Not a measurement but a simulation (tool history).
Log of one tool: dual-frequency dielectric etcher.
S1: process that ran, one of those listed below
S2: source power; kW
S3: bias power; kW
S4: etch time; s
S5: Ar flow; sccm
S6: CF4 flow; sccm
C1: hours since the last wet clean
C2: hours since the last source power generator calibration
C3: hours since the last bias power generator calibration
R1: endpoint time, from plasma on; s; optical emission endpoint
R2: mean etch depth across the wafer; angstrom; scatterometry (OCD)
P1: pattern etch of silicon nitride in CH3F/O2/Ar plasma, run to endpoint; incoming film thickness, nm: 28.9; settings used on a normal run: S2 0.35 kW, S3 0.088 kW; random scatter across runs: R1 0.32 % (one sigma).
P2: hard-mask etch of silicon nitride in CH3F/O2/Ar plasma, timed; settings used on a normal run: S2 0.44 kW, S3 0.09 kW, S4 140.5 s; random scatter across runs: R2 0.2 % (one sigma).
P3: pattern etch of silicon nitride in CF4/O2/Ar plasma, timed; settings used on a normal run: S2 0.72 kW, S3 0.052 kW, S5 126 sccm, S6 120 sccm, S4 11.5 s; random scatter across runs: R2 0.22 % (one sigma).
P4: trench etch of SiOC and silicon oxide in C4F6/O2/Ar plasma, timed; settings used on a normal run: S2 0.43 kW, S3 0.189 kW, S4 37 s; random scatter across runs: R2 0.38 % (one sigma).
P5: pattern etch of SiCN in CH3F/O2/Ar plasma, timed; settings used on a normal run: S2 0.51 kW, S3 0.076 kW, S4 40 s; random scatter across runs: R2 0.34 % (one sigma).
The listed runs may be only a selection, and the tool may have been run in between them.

run 1 hour=6.3 | S1=P1 S2=0.35 S3=0.088 | C1=241.7 C2=610.4 C3=546.2 | R1=40.705
run 2 hour=12.6 | S1=P4 S2=0.43 S3=0.189 S4=37 | C1=248 C2=616.7 C3=552.5 | R2=773.65
run 3 hour=18.5 | S1=P1 S2=0.35 S3=0.088 | C1=253.9 C2=622.6 C3=558.4 | R1=40.564
run 4 hour=23.7 | S1=P3 S2=0.72 S3=0.052 S4=11.5 S5=126 S6=144 | C1=259.1 C2=627.8 C3=563.6 | R2=307.99
run 5 hour=32.1 | S1=P3 S2=0.72 S3=0.052 S4=6.5 S5=126 S6=120 | C1=267.5 C2=636.2 C3=572 | R2=169.65
run 6 hour=39 | S1=P1 S2=0.45 S3=0.067 | C1=274.4 C2=643.1 C3=578.9 | R1=40.646
run 7 hour=46.9 | S1=P2 S2=0.27 S3=0.09 S4=140.5 | C1=282.3 C2=651 C3=586.8 | R2=905.36
run 8 hour=51.6 | S1=P1 S2=0.35 S3=0.069 | C1=287 C2=655.7 C3=591.5 | R1=44.31
run 9 hour=59.5 | S1=P1 S2=0.35 S3=0.088 | C1=294.9 C2=663.6 C3=599.4 | R1=40.738
run 10 hour=67.8 | S1=P3 S2=0.72 S3=0.052 S4=11.5 S5=167 S6=120 | C1=303.2 C2=671.9 C3=607.7 | R2=289.08
run 11 hour=73 | S1=P2 S2=0.44 S3=0.113 S4=140.5 | C1=308.4 C2=677.1 C3=612.9 | R2=1187
run 12 hour=79.3 | S1=P5 S2=0.51 S3=0.076 S4=59 | C1=314.7 C2=683.4 C3=619.2 | R2=244.16
run 13 hour=83.8 | S1=P4 S2=0.43 S3=0.189 S4=53.5 | C1=319.2 C2=687.9 C3=623.7 | R2=1122.1
run 14 hour=88 | S1=P4 S2=0.52 S3=0.189 S4=37 | C1=323.4 C2=692.1 C3=627.9 | R2=835.59
run 15 hour=96.4 | S1=P3 S2=0.72 S3=0.052 S4=11.5 S5=126 S6=120 | C1=331.8 C2=700.5 C3=636.3 | R2=298.92
run 16 hour=102.1 | S1=P1 S2=0.44 S3=0.088 | C1=337.5 C2=706.2 C3=642 | R1=37.321
run 17 hour=108.6 | S1=P2 S2=0.44 S3=0.09 S4=140.5 | C1=344 C2=712.7 C3=648.5 | R2=1094
run 18 hour=116.3 | S1=P4 S2=0.43 S3=0.255 S4=37 | C1=351.7 C2=720.4 C3=656.2 | R2=857.95
run 19 hour=121.9 | S1=P1 S2=0.35 S3=0.088 | C1=357.3 C2=726 C3=661.8 | R1=40.643
run 20 hour=130.4 | S1=P3 S2=0.72 S3=0.042 S4=11.5 S5=126 S6=120 | C1=365.8 C2=734.5 C3=670.3 | R2=277.23
run 21 hour=137.9 | S1=P1 S2=0.35 S3=0.117 | C1=373.3 C2=742 C3=677.8 | R1=36.57
run 22 hour=145.8 | S1=P4 S2=0.43 S3=0.189 S4=37 | C1=381.2 C2=749.9 C3=685.7 | R2=774.9
-- hour=150.3 bias power generator calibrated
run 23 hour=153.1 | S1=P1 S2=0.27 S3=0.088 | C1=388.5 C2=757.2 C3=2.8 | R1=44.592
run 24 hour=158.3 | S1=P1 S2=0.35 S3=0.088 | C1=393.7 C2=762.4 C3=8 | R1=40.376
run 25 hour=164.7 | S1=P2 S2=0.44 S3=0.09 S4=140.5 | C1=400.1 C2=768.8 C3=14.4 | R2=1088.7
run 26 hour=171.2 | S1=P5 S2=0.51 S3=0.076 S4=40 | C1=406.6 C2=775.3 C3=20.9 | R2=164.93
run 27 hour=176.2 | S1=P5 S2=0.65 S3=0.076 S4=40 | C1=411.6 C2=780.3 C3=25.9 | R2=181.55
run 28 hour=184.1 | S1=P1 S2=0.35 S3=0.088 | C1=419.5 C2=788.2 C3=33.8 | R1=40.459
run 29 hour=189.1 | S1=P3 S2=0.54 S3=0.052 S4=11.5 S5=126 S6=120 | C1=424.5 C2=793.2 C3=38.8 | R2=233.29
run 30 hour=193 | S1=P5 S2=0.51 S3=0.057 S4=40 | C1=428.4 C2=797.1 C3=42.7 | R2=151.02
run 31 hour=198.2 | S1=P2 S2=0.44 S3=0.09 S4=81 | C1=433.6 C2=802.3 C3=47.9 | R2=627.16
run 32 hour=205.6 | S1=P5 S2=0.51 S3=0.076 S4=40 | C1=441 C2=809.7 C3=55.3 | R2=165.56
run 33 hour=213.5 | S1=P1 S2=0.35 S3=0.088 | C1=448.9 C2=817.6 C3=63.2 | R1=40.663
run 34 hour=219.1 | S1=P1 S2=0.35 S3=0.088 | C1=454.5 C2=823.2 C3=68.8 | R1=40.183
run 35 hour=226.2 | S1=P1 S2=0.35 S3=0.088 | C1=461.6 C2=830.3 C3=75.9 | R1=40.152
run 36 hour=231.1 | S1=P1 S2=0.35 S3=0.088 | C1=466.5 C2=835.2 C3=80.8 | R1=40.068
-- hour=234.6 wet clean of the chamber
run 37 hour=236.1 | S1=P1 S2=0.35 S3=0.088 | C1=1.5 C2=840.2 C3=85.8 | R1=40.027
run 38 hour=242.6 | S1=P1 S2=0.35 S3=0.088 | C1=8 C2=846.7 C3=92.3 | R1=40.04
run 39 hour=247.7 | S1=P1 S2=0.35 S3=0.088 | C1=13.1 C2=851.8 C3=97.4 | R1=39.835
run 40 hour=254.3 | S1=P1 S2=0.35 S3=0.088 | C1=19.7 C2=858.4 C3=104 | R1=39.872
run 41 hour=258.3 | S1=P1 S2=0.35 S3=0.088 | C1=23.7 C2=862.4 C3=108 | R1=39.835

P1 has crept away from where it was. The log is fitted equally well by each of these 2 causes, at the sizes shown:
A: bias power that arrives over what is set, % = 4.49
B: source power that arrives over what is set, % = 4.35
Onset of the creep was near hour 213.5.
The rest of the possible causes, and what rules out each one:
chamber walls in a state that raises the etch rate, %: was serviced at hour 234.6, once the creep was under way, yet the earlier output never came back

Consider the 4 single-wafer check runs listed below, results given as question marks: which one distinguishes between the causes by giving clearly different results for each?
run check 1 hour=262.3 | S1=P5 S2=0.51 S3=0.076 S4=40 | R2=?
run check 2 hour=262.3 | S1=P3 S2=0.72 S3=0.052 S4=11.5 S5=126 S6=120 | R2=?
run check 3 hour=262.3 | S1=P4 S2=0.43 S3=0.189 S4=37 | R2=?
run check 4 hour=262.3 | S1=P2 S2=0.44 S3=0.09 S4=140.5 | R2=?

How each check would come out, cause by cause:
check=check_1 result=R2 if_A=168.11 if_B=168.2
check=check_2 result=R2 if_A=304.97 if_B=311.41
check=check_3 result=R2 if_A=787.41 if_B=789.4
check=check_4 result=R2 if_A=1105.6 if_B=1105.8
Per check, the gap between the least separated pair of causes, taken in the result that splits them most: check 1 0.06 %; check 2 2.09 %; check 3 0.25 %; check 4 0.02 %
The other checks would show nearly matching results whichever cause is true, so check 2 is the only one that separates the causes.

Then check 2 was run and gave: R2 311.35 angstrom. Which cause is it?

It was cause B: source power that arrives over what is set, %.
